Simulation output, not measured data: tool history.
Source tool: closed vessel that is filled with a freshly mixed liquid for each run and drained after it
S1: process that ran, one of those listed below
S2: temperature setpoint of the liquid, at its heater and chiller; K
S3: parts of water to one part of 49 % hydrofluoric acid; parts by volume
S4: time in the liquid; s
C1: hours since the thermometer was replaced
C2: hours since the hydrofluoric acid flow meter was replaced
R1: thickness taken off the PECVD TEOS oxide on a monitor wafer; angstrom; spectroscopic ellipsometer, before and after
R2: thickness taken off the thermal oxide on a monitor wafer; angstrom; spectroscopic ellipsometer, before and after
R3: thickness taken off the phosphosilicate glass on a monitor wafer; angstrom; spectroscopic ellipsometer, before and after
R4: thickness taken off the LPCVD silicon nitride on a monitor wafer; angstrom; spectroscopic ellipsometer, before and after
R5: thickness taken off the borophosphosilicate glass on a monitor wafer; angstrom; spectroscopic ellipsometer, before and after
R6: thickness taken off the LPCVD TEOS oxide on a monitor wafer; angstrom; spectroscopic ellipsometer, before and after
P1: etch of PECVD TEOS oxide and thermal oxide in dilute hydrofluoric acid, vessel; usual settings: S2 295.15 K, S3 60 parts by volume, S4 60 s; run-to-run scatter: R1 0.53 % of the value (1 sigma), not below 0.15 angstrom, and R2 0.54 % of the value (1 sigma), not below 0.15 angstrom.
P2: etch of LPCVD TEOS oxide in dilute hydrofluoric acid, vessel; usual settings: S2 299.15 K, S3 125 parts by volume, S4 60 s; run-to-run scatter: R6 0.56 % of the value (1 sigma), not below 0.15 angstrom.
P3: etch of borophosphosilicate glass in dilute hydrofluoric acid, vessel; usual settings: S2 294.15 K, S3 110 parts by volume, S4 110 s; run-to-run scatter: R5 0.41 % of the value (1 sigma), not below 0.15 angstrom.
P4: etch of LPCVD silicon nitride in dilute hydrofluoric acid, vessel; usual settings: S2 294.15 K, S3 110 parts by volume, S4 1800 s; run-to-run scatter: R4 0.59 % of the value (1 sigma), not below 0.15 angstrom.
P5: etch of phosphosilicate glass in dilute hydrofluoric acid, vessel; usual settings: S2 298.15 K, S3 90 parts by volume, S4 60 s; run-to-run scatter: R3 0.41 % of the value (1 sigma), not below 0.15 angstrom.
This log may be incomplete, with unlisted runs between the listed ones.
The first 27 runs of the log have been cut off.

Run 28, hour 251.2: S1 P5, S2 291.15 K, S3 90 parts by volume, S4 60 s; C1 853.6; C2 61.5. Result: R3 319.44 angstrom.
Run 29, hour 261.9: S1 P1, S2 290.15 K, S3 20 parts by volume, S4 60 s; C1 864.3; C2 72.2. Result: R1 212.23 angstrom, R2 122.75 angstrom.
Run 30, hour 270.3: S1 P2, S2 299.15 K, S3 55 parts by volume, S4 60 s; C1 872.7; C2 80.6. Result: R6 447.37 angstrom.
Run 31, hour 278.3: S1 P1, S2 295.15 K, S3 60 parts by volume, S4 60 s; C1 880.7; C2 88.6. Result: R1 84.121 angstrom, R2 48.765 angstrom.
Run 32, hour 285.8: S1 P1, S2 295.15 K, S3 60 parts by volume, S4 60 s; C1 888.2; C2 96.1. Result: R1 81.938 angstrom, R2 47.803 angstrom.
Run 33, hour 296.5: S1 P1, S2 295.15 K, S3 60 parts by volume, S4 60 s; C1 898.9; C2 106.8. Result: R1 81.051 angstrom, R2 46.667 angstrom.
Run 34, hour 307.3: S1 P1, S2 295.15 K, S3 60 parts by volume, S4 60 s; C1 909.7; C2 117.6. Result: R1 80.148 angstrom, R2 46.352 angstrom.
Run 35, hour 317.3: S1 P1, S2 295.15 K, S3 60 parts by volume, S4 60 s; C1 919.7; C2 127.6. Result: R1 79.298 angstrom, R2 45.459 angstrom.

Predict the results of run 36:
Run 36, hour 325.9: S1 P1, S2 295.15 K, S3 60 parts by volume, S4 60 s; C1 928.3; C2 136.2. Result: R1 ?, R2 ?.

{"run 36": {"R1": 78.924, "R2": 45.126}}
